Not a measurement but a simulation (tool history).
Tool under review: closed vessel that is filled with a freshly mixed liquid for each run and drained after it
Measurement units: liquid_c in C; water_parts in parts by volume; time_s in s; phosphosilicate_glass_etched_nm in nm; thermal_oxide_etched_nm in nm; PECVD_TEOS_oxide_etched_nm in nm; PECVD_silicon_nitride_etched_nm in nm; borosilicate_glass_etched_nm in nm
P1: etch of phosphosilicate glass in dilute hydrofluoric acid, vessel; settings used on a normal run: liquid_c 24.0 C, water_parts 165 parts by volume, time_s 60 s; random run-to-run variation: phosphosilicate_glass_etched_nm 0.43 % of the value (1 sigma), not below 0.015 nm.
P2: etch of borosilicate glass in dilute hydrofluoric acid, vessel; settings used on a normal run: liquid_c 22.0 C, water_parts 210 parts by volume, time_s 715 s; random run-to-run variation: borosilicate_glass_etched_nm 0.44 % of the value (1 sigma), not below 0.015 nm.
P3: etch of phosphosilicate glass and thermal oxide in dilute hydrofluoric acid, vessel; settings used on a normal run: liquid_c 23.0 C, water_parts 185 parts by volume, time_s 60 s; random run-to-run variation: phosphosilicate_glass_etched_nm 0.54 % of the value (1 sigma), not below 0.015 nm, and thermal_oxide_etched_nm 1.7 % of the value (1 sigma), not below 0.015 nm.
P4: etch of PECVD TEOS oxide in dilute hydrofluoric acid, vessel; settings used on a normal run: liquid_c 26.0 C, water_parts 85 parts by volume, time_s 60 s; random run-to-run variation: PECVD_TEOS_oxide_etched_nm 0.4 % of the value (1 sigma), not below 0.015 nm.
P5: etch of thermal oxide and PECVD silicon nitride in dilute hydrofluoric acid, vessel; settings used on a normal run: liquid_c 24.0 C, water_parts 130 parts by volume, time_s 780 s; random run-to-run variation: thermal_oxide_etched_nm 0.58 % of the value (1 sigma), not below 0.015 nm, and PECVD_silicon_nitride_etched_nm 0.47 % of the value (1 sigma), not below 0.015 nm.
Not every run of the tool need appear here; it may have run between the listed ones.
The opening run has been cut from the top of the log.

run	day	process	liquid_c	water_parts	time_s	hours since the thermometer was replaced	hours since the hydrofluoric acid flow meter was replaced	phosphosilicate_glass_etched_nm	thermal_oxide_etched_nm	PECVD_TEOS_oxide_etched_nm	PECVD_silicon_nitride_etched_nm	borosilicate_glass_etched_nm
2	0.638	P1	24.0	165	90	679.5	472.9	101.660				
3	0.846	P1	31.5	165	60	684.5	477.9	89.157				
4	1.162	P3	23.0	185	60	692.1	485.5	51.283	1.33460			
5	1.329	P4	26.0	85	60	696.1	489.5			16.8850		
6	1.575	P5	17.0	130	780	702.0	495.4		23.07100		6.7033	
7	1.779	P1	24.0	100	60	706.9	500.3	119.540				
8	2.121	P2	22.0	210	30	715.1	508.5					2.5065
9	2.429	P5	24.0	50	780	722.5	515.9		86.98000		27.4930	
10	2.625	P1	24.0	165	60	727.2	520.6	67.557				
11	2.983	P1	24.0	225	60	735.8	529.2	46.609				
12	3.204	P1	24.0	165	60	741.1	534.5	67.764				
13	3.492	P4	26.0	85	60	748.0	541.4			16.7800		
14	3.679	P1	24.0	165	30	752.5	545.9	34.130				
15	4.000	P2	22.0	120	715	760.2	553.6					114.2700
16	4.188	P1	24.0	165	60	764.7	558.1	67.693				
17	4.521	P1	17.5	165	60	772.7	566.1	52.891				
18	4.796	P3	23.0	185	60	779.3	572.7	51.390	1.32670			
19	5.125	P2	17.5	210	715	787.2	580.6					50.0020
20	5.392	P5	24.0	130	115	793.6	587.0		4.53830		1.5976	
21	5.638	P1	24.0	165	60	799.5	592.9	68.020				
22	5.833	P1	24.0	230	30	804.2	597.6	22.648				
23	6.104	P3	23.0	335	60	810.7	604.1	24.376	0.62969			

Run 24 is up next; what results do you expect?
24	6.292	P4	26.0	85	30	815.2	608.6			?		

{"run 24": {"PECVD_TEOS_oxide_etched_nm": 8.3815}}
